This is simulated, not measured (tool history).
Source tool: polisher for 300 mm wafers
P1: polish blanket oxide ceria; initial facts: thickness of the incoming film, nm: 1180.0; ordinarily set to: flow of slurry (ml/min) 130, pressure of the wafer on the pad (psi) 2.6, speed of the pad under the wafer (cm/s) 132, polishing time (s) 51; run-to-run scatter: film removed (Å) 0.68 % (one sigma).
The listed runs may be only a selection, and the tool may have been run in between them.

run   hour  flow of slurry (ml/min)  pressure of the wafer on the pad (psi)  speed of the pad under the wafer (cm/s)  polishing time (s)  wafers polished on this pad  hours since the slurry nozzle was cleaned  hours since the head pressure was calibrated  film removed (Å)
  1    9.4                      130                                     2.6                                      132                  51                          376                                      330.6                                          94.2            2749.8
  2   18.4                       80                                     2.6                                      176                  51                          463                                      339.6                                         103.2            3264.9
  3   36.1                      130                                     1.4                                      132                  51                          633                                      357.3                                         120.9            1488.6
  4   47.5                      130                                     2.6                                       72                  51                          743                                      368.7                                         132.3            1503.3
  5   60.7                      130                                     2.6                                      132                  75                          871                                      381.9                                         145.5            4063.2
  6   75.2                      175                                     2.6                                      132                  51                         1010                                      396.4                                         160.0            2938.1
  7   87.1                      160                                     2.6                                      132                  64                         1125                                      408.3                                         171.9            3598.1
  8   99.2                      130                                     2.6                                      132                  51                         1242                                      420.4                                         184.0            2763.2
  9  112.9                       80                                     2.6                                      132                  51                         1374                                      434.1                                         197.7            2436.9
 10  123.6                      130                                     2.6                                      132                  51                         1477                                      444.8                                         208.4            2749.0
 11  133.1                      130                                     2.6                                      206                  51                         1569                                      454.3                                         217.9            4335.6
 12  146.5                      130                                     2.6                                      132                  28                         1698                                      467.7                                         231.3            1513.2
 13  164.0                      130                                     3.5                                      132                  51                         1867                                      485.2                                         248.8            3721.8
 14  181.1                      130                                     2.6                                      132                  51                         2031                                      502.3                                         265.9            2743.2
 15  195.3                      130                                     2.6                                      132                  51                         2168                                      516.5                                         280.1            2756.0
 16  210.6                      130                                     2.6                                      132                  51                         2316                                      531.8                                         295.4            2669.3
 17  225.8                      130                                     2.6                                      132                  51                         2462                                      547.0                                         310.6            2618.7
 18  243.1                      130                                     2.6                                      132                  51                         2629                                      564.3                                         327.9            2563.4
 19  254.6                      130                                     2.6                                      132                  51                         2740                                      575.8                                         339.4            2552.4
     255.8  -- head pressure recalibrated
 20  272.4                      130                                     2.6                                      132                  51                         2912                                      593.6                                          16.7            2517.8
 21  281.5                      130                                     2.6                                      132                  51                         3000                                      602.7                                          25.8            2479.8
 22  291.5                      130                                     2.6                                      132                  51                         3096                                      612.7                                          35.8            2547.4
 23  301.1                      130                                     2.6                                      132                  51                         3189                                      622.3                                          45.4            2515.0
 24  314.3                      130                                     2.6                                      132                  51                         3316                                      635.5                                          58.6            2489.4
 25  330.6                      130                                     2.6                                      132                  51                         3473                                      651.8                                          74.9            2491.0
 26  340.0                      130                                     2.6                                      132                  51                         3564                                      661.2                                          84.3            2507.9

P1 has crept away from where it was. The log is fitted equally well by each of these 2 causes, at the sizes shown:
A: removal rate lost through wear of the pad, % = 9.38
B: slurry flow missing at the pad, % = 33.9
Creep in the process output first set in at about hour 195.3.
Ruled out, with reasons:
head's pressure below its setpoint, %: its service at hour 255.8 followed the start of the drift and did not put the process back to its old value

Of the 4 check runs listed below, each run on one wafer and each result written as a question mark, which would let you distinguish the listed causes because they would give clearly different results?
check 1  349.4                       80                                     2.6                                      132                  51                                                                                                                                       ?
check 2  349.4                      130                                     2.6                                      188                  51                                                                                                                                       ?
check 3  349.4                      130                                     1.9                                      132                  51                                                                                                                                       ?
check 4  349.4                      130                                     2.6                                      168                  74                                                                                                                                       ?

What every check run would give for each of its results, assuming each possible cause in turn:
  check            result    if A    if B
check 1  film removed (Å)  2219.7  2109.3
check 2  film removed (Å)  3563.3  3562.6
check 3  film removed (Å)  1828.3  1827.9
check 4  film removed (Å)  4620.3  4619.3
Gap, in per cent, between the two causes that each check separates least, read from the result that separates them most: check 1 5.1 %; check 2 0.02 %; check 3 0.02 %; check 4 0.02 %
The other checks would show nearly matching results whichever cause is true, so check 1 is the only one that separates the causes.

Running check 1 produced the following: film removed (Å) 2196.1. Which one of the listed causes fits?

It is A: removal rate lost through wear of the pad, %.
